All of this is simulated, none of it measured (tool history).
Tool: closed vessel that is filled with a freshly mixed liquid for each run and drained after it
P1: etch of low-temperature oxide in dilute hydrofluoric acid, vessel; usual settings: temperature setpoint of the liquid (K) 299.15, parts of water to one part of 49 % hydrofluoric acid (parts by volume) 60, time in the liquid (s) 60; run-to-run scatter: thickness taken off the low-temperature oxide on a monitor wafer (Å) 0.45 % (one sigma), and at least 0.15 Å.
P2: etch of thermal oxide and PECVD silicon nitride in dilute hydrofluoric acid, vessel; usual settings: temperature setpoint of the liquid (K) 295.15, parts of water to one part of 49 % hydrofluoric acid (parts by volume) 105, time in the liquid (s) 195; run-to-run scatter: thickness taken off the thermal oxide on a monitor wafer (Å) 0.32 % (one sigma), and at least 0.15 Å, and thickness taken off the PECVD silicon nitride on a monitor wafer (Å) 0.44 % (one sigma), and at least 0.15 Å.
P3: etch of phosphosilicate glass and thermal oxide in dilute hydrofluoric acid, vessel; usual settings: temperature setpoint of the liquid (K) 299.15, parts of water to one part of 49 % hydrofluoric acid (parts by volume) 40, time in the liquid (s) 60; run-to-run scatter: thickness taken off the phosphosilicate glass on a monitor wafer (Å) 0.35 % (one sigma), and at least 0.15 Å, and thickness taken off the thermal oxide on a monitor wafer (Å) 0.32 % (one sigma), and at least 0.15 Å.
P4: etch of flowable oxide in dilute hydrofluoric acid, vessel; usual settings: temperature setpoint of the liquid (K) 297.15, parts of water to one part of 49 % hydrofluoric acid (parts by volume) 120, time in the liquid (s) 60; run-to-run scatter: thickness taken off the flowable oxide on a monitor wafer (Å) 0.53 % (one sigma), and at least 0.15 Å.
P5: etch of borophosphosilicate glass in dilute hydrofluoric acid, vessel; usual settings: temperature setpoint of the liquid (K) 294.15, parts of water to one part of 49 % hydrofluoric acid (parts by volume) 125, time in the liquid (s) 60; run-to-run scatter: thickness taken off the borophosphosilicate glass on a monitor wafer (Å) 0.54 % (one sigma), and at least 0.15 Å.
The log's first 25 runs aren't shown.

run	hour	process that ran	temperature setpoint of the liquid (K)	parts of water to one part of 49 % hydrofluoric acid (parts by volume)	time in the liquid (s)	hours since the thermometer was replaced	hours since the hydrofluoric acid flow meter was replaced	thickness taken off the low-temperature oxide on a monitor wafer (Å)	thickness taken off the phosphosilicate glass on a monitor wafer (Å)	thickness taken off the thermal oxide on a monitor wafer (Å)	thickness taken off the flowable oxide on a monitor wafer (Å)	thickness taken off the PECVD silicon nitride on a monitor wafer (Å)	thickness taken off the borophosphosilicate glass on a monitor wafer (Å)
26	355.6	P4	302.15	120	60	112.3	1270.8				267.72		
27	366.1	P3	299.15	40	60	122.8	1281.3		3186.8	84.165			
28	376.8	P1	292.65	60	115	133.5	1292.0	182.770					
29	387.5	P1	299.15	60	110	144.2	1302.7	227.830					
30	403.6	P1	299.15	60	30	160.3	1318.8	61.982					
31	418.1	P1	299.15	60	60	174.8	1333.3	123.670					
32	430.9	P1	299.15	60	60	187.6	1346.1	127.150					
33	448.3	P1	299.15	60	60	205.0	1363.5	128.900					
34	459.1	P1	299.15	60	60	215.8	1374.3	129.950					
35	472.0	P1	299.15	60	60	228.7	1387.2	130.260					
36	487.2	P1	299.15	60	60	243.9	1402.4	131.320					
37	497.9	P1	299.15	60	60	254.6	1413.1	131.970					

Forecast run 38:
38	509.9	P1	299.15	60	60	266.6	1425.1	?					

Run 38 gave thickness taken off the low-temperature oxide on a monitor wafer (Å) 131.900.
